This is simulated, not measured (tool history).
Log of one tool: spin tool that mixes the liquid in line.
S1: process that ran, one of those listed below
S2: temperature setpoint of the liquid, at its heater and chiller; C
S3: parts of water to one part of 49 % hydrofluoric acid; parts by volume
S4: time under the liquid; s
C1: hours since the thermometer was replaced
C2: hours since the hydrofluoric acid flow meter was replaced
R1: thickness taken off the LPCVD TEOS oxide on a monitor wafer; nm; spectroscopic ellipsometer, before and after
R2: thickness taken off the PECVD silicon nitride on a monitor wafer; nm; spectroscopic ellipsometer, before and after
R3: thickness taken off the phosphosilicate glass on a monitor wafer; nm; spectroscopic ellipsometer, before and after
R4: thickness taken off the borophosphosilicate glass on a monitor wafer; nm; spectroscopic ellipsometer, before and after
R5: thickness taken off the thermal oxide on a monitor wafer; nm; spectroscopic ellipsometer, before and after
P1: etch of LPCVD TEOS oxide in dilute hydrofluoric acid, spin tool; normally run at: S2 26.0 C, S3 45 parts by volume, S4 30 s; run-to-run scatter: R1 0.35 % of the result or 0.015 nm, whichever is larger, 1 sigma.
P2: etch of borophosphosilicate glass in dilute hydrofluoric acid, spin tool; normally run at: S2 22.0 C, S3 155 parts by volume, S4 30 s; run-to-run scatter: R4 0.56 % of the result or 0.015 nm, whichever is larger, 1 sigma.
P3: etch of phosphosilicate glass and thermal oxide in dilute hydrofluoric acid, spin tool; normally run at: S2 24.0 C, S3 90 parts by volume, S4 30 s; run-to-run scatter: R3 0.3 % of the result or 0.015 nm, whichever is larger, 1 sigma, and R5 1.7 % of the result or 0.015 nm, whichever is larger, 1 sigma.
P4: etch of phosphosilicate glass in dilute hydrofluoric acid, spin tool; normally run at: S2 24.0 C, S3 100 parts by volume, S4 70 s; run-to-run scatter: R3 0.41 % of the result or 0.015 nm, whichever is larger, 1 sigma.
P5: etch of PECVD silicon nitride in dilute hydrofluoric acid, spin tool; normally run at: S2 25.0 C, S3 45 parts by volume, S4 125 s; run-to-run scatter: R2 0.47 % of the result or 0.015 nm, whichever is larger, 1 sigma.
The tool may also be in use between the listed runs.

run 1 hour=2.7 | S1=P1 S2=26.0 S3=45 S4=30 | C1=616.1 C2=303.9 | R1=15.8120
run 2 hour=7.3 | S1=P1 S2=26.0 S3=45 S4=30 | C1=620.7 C2=308.5 | R1=15.7420
run 3 hour=12.3 | S1=P1 S2=26.0 S3=45 S4=30 | C1=625.7 C2=313.5 | R1=15.8590
run 4 hour=17.3 | S1=P1 S2=21.0 S3=45 S4=30 | C1=630.7 C2=318.5 | R1=12.7940
run 5 hour=22.1 | S1=P1 S2=26.0 S3=45 S4=15 | C1=635.5 C2=323.3 | R1=7.8835
run 6 hour=27.4 | S1=P1 S2=26.0 S3=45 S4=60 | C1=640.8 C2=328.6 | R1=31.6330
run 7 hour=31.3 | S1=P5 S2=25.0 S3=65 S4=125 | C1=644.7 C2=332.5 | R2=5.4660
run 8 hour=35.9 | S1=P1 S2=26.0 S3=45 S4=30 | C1=649.3 C2=337.1 | R1=15.7490
run 9 hour=38.5 | S1=P1 S2=26.0 S3=45 S4=30 | C1=651.9 C2=339.7 | R1=15.6700
run 10 hour=44.2 | S1=P4 S2=24.0 S3=100 S4=20 | C1=657.6 C2=345.4 | R3=12.239
run 11 hour=49.7 | S1=P1 S2=26.0 S3=45 S4=30 | C1=663.1 C2=350.9 | R1=15.7810
run 12 hour=54.8 | S1=P1 S2=26.0 S3=20 S4=15 | C1=668.2 C2=356.0 | R1=18.4100
run 13 hour=57.7 | S1=P1 S2=26.0 S3=20 S4=30 | C1=671.1 C2=358.9 | R1=36.9630
run 14 hour=62.4 | S1=P2 S2=22.0 S3=155 S4=15 | C1=675.8 C2=363.6 | R4=5.2634
run 15 hour=65.1 | S1=P1 S2=30.0 S3=45 S4=30 | C1=678.5 C2=366.3 | R1=18.5710
run 16 hour=69.9 | S1=P1 S2=26.0 S3=60 S4=30 | C1=683.3 C2=371.1 | R1=11.6210
run 17 hour=72.7 | S1=P4 S2=24.0 S3=170 S4=70 | C1=686.1 C2=373.9 | R3=23.288
run 18 hour=75.3 | S1=P4 S2=17.0 S3=100 S4=70 | C1=688.7 C2=376.5 | R3=32.087
run 19 hour=78.4 | S1=P2 S2=17.0 S3=155 S4=30 | C1=691.8 C2=379.6 | R4=8.6352
run 20 hour=82.8 | S1=P3 S2=24.0 S3=90 S4=50 | C1=696.2 C2=384.0 | R3=32.996 R5=2.6175
run 21 hour=87.3 | S1=P2 S2=22.0 S3=155 S4=30 | C1=700.7 C2=388.5 | R4=10.5820
run 22 hour=92.5 | S1=P2 S2=22.0 S3=155 S4=30 | C1=705.9 C2=393.7 | R4=10.5040
-- hour=95.0 hydrofluoric acid flow meter replaced
run 23 hour=95.0 | S1=P2 S2=22.0 S3=35 S4=30 | C1=708.4 C2=0.0 | R4=53.7280
run 24 hour=99.0 | S1=P1 S2=26.0 S3=65 S4=15 | C1=712.4 C2=4.0 | R1=5.3220
run 25 hour=101.7 | S1=P3 S2=24.0 S3=90 S4=30 | C1=715.1 C2=6.7 | R3=19.925 R5=1.5599
run 26 hour=104.9 | S1=P5 S2=19.0 S3=45 S4=125 | C1=718.3 C2=9.9 | R2=5.1970
run 27 hour=109.2 | S1=P5 S2=25.0 S3=45 S4=230 | C1=722.6 C2=14.2 | R2=14.5190
run 28 hour=112.1 | S1=P4 S2=24.0 S3=100 S4=70 | C1=725.5 C2=17.1 | R3=42.888
run 29 hour=115.1 | S1=P3 S2=24.0 S3=20 S4=30 | C1=728.5 C2=20.1 | R3=97.823 R5=7.7303
run 30 hour=119.3 | S1=P1 S2=32.5 S3=70 S4=30 | C1=732.7 C2=24.3 | R1=12.6130
run 31 hour=122.3 | S1=P3 S2=31.0 S3=90 S4=30 | C1=735.7 C2=27.3 | R3=26.194 R5=2.0099
run 32 hour=124.9 | S1=P5 S2=25.0 S3=45 S4=125 | C1=738.3 C2=29.9 | R2=7.9124
run 33 hour=129.6 | S1=P1 S2=26.0 S3=45 S4=30 | C1=743.0 C2=34.6 | R1=15.8050
run 34 hour=133.9 | S1=P1 S2=26.0 S3=45 S4=30 | C1=747.3 C2=38.9 | R1=16.4650
run 35 hour=136.7 | S1=P1 S2=26.0 S3=45 S4=30 | C1=750.1 C2=41.7 | R1=16.7240
run 36 hour=141.0 | S1=P1 S2=26.0 S3=45 S4=30 | C1=754.4 C2=46.0 | R1=16.8820
run 37 hour=145.5 | S1=P1 S2=26.0 S3=45 S4=30 | C1=758.9 C2=50.5 | R1=17.0830
run 38 hour=150.9 | S1=P1 S2=26.0 S3=45 S4=30 | C1=764.3 C2=55.9 | R1=17.0190
run 39 hour=156.3 | S1=P1 S2=26.0 S3=45 S4=30 | C1=769.7 C2=61.3 | R1=17.1640

What P1 gives has crept away from where it was. These 2 causes fit the log equally well, each at the size given:
A: liquid hotter than its thermometer reads (K) = 2.09
B: hydrofluoric acid flow above the setpoint (%) = 8.24
The creep began at about hour 129.6.

4 check runs are offered, one wafer each, their results left as question marks. Which one tells the causes apart?
run check 1 hour=161.7 | S1=P5 S2=22.0 S3=45 S4=225 | R2=?
run check 2 hour=161.7 | S1=P4 S2=20.0 S3=100 S4=40 | R3=?
run check 3 hour=161.7 | S1=P3 S2=28.0 S3=20 S4=30 | R3=? R5=?
run check 4 hour=161.7 | S1=P2 S2=18.0 S3=155 S4=30 | R4=?

What each check would give under each cause:
check=check_1 result=R2 if_A=13.2910 if_B=12.4520
check=check_2 result=R3 if_A=22.667 if_B=22.727
check=check_3 result=R3 if_A=126.250 if_B=125.780
check=check_3 result=R5 if_A=9.7106 if_B=9.6744
check=check_4 result=R4 if_A=9.7343 if_B=9.8046
How far apart the two closest causes lie, in the result that separates them most: check 1 6.51 %; check 2 0.27 %; check 3 0.37 %; check 4 0.72 %
Only check 1 tells the causes apart: in the others they would give nearly the same result.

Check 1 was then run and gave: R2 13.2050 nm. Which cause is it?

It is A: liquid hotter than its thermometer reads (K).
